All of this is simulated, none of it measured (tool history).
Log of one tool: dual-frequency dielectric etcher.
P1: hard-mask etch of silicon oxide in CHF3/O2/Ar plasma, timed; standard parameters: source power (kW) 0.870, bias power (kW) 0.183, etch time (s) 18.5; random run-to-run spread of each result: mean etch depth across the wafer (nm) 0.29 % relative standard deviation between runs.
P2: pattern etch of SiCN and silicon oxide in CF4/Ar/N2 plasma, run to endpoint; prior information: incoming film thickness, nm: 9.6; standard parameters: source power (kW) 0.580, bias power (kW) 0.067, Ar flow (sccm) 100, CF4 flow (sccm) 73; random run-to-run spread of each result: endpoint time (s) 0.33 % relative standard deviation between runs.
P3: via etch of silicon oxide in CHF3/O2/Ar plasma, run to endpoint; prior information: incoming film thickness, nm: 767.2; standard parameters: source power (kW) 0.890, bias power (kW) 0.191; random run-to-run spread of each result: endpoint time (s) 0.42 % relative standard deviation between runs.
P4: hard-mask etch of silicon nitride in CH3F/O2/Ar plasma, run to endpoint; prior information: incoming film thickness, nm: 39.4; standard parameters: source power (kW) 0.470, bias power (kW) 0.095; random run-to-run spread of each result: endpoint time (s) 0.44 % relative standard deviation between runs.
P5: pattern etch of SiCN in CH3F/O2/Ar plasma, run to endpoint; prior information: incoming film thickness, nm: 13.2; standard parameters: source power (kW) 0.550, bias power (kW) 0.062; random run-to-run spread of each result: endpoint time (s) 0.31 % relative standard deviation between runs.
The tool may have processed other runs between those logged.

run   hour  process that ran  source power (kW)  bias power (kW)  etch time (s)  Ar flow (sccm)  CF4 flow (sccm)  hours since the last wet clean  hours since the last source power generator calibration  hours since the last bias power generator calibration  mean etch depth across the wafer (nm)  endpoint time (s)
  1   15.6                P1              0.870            0.183           18.5                                                            188.3                                                    955.9                                                 2654.3                                 41.557
  2   25.6                P1              0.870            0.229           18.5                                                            198.3                                                    965.9                                                 2664.3                                 44.812
  3   37.7                P3              0.890            0.125                                                                           210.4                                                    978.0                                                 2676.4                                                  365.6600
  4   55.4                P4              0.470            0.119                                                                           228.1                                                    995.7                                                 2694.1                                                   43.7850
  5   68.3                P5              0.550            0.062                                                                           241.0                                                   1008.6                                                 2707.0                                                   33.6410
  6   79.4                P2              0.580            0.081                            100               73                           252.1                                                   1019.7                                                 2718.1                                                    8.4009
  7   94.9                P2              0.580            0.067                             59               73                           267.6                                                   1035.2                                                 2733.6                                                    8.3205
  8  112.1                P1              0.870            0.183           18.5                                                            284.8                                                   1052.4                                                 2750.8                                 41.772
  9  121.8                P2              0.580            0.067                            100              102                           294.5                                                   1062.1                                                 2760.5                                                    8.5484
 10  130.3                P4              0.470            0.095                                                                           303.0                                                   1070.6                                                 2769.0                                                   47.6000
 11  146.7                P1              0.600            0.183           18.5                                                            319.4                                                   1087.0                                                 2785.4                                 36.015
 12  164.5                P4              0.470            0.095                                                                           337.2                                                   1104.8                                                 2803.2                                                   47.6400
 13  172.5                P1              0.870            0.183           18.5                                                            345.2                                                   1112.8                                                 2811.2                                 41.533
     176.0  -- bias power generator calibrated
 14  187.3                P4              0.320            0.095                                                                           360.0                                                   1127.6                                                   11.3                                                   54.9680
 15  203.2                P3              0.890            0.191                                                                           375.9                                                   1143.5                                                   27.2                                                  319.3500
 16  211.3                P1              1.040            0.183           18.5                                                            384.0                                                   1151.6                                                   35.3                                 44.612
 17  228.1                P2              0.810            0.067                            100               73                           400.8                                                   1168.4                                                   52.1                                                    6.6558
 18  242.1                P1              0.870            0.183           25.0                                                            414.8                                                   1182.4                                                   66.1                                 56.474
 19  259.2                P1              0.870            0.183           18.5                                                            431.9                                                   1199.5                                                   83.2                                 41.612
 20  273.3                P1              0.870            0.183           11.5                                                            446.0                                                   1213.6                                                   97.3                                 25.852
 21  282.2                P1              0.870            0.129           18.5                                                            454.9                                                   1222.5                                                  106.2                                 37.071
 22  291.6                P3              0.890            0.191                                                                           464.3                                                   1231.9                                                  115.6                                                  318.6800
 23  308.6                P5              0.380            0.062                                                                           481.3                                                   1248.9                                                  132.6                                                   38.6400
 24  319.5                P2              0.580            0.067                            100               73                           492.2                                                   1259.8                                                  143.5                                                    8.9741
 25  331.5                P5              0.550            0.084                                                                           504.2                                                   1271.8                                                  155.5                                                   30.1970
 26  341.2                P2              0.580            0.067                            100               73                           513.9                                                   1281.5                                                  165.2                                                    8.9918
 27  351.7                P1              0.870            0.222           23.5                                                            524.4                                                   1292.0                                                  175.7                                 56.283
 28  366.2                P1              0.870            0.183           18.5                                                            538.9                                                   1306.5                                                  190.2                                 41.721
 29  377.4                P1              0.870            0.183           18.5                                                            550.1                                                   1317.7                                                  201.4                                 41.521
 30  391.1                P3              0.530            0.191                                                                           563.8                                                   1331.4                                                  215.1                                                  393.5800
 31  407.2                P1              0.870            0.183           18.5                                                            579.9                                                   1347.5                                                  231.2                                 41.585
 32  424.6                P1              0.870            0.183           18.5                                                            597.3                                                   1364.9                                                  248.6                                 41.103
 33  437.8                P1              0.870            0.183           18.5                                                            610.5                                                   1378.1                                                  261.8                                 41.279
 34  449.1                P1              0.870            0.183           18.5                                                            621.8                                                   1389.4                                                  273.1                                 41.112
     454.6  -- wet clean of the chamber
 35  460.1                P1              0.870            0.183           18.5                                                              5.5                                                   1400.4                                                  284.1                                 41.238
 36  469.9                P1              0.870            0.183           18.5                                                             15.3                                                   1410.2                                                  293.9                                 41.163
 37  482.8                P1              0.870            0.183           18.5                                                             28.2                                                   1423.1                                                  306.8                                 40.990
 38  498.6                P1              0.870            0.183           18.5                                                             44.0                                                   1438.9                                                  322.6                                 40.944

P1 no longer gives what it gave before; its output has crept away from where it was. The following 2 causes, each at its listed size, fit the log equally well:
A: bias power that arrives under what is set, % = 4.37
B: source power that arrives under what is set, % = 3.73
The creep began at about hour 407.2.
Excluded causes, each with its reason:
chamber walls in a state that lowers the etch rate, %: maintenance at hour 454.6, after the shift began, did not return the process to its former output

The 4 check runs listed below each average the results of 2 wafers, and their outcomes are marked with question marks. Under which run would the listed causes produce clearly different results?
check 1  514.4                P2              0.780            0.067                             60               73                                                                                                                                                                                                         ?
check 2  514.4                P3              0.600            0.153                                                                                                                                                                                                                                                         ?
check 3  514.4                P5              0.550            0.082                                                                                                                                                                                                                                                         ?
check 4  514.4                P4              0.320            0.095                                                                                                                                                                                                                                                         ?

Outcome of each check run for each possible cause:
  check             result      if A      if B
check 1  endpoint time (s)    6.4682    6.6064
check 2  endpoint time (s)  407.2600  407.3500
check 3  endpoint time (s)   30.8790   30.8320
check 4  endpoint time (s)   55.7850   55.6570
Gap, in per cent, between the two causes that each check separates least, read from the result that separates them most: check 1 2.11 %; check 2 0.02 %; check 3 0.15 %; check 4 0.23 %
Check 1 distinguishes between the causes, while the remaining checks would return nearly the same result for all of them.

With check 1 done, the readings were: endpoint time (s) 6.6094. Identify which of the listed causes applies.

It was cause B: source power that arrives under what is set, %.
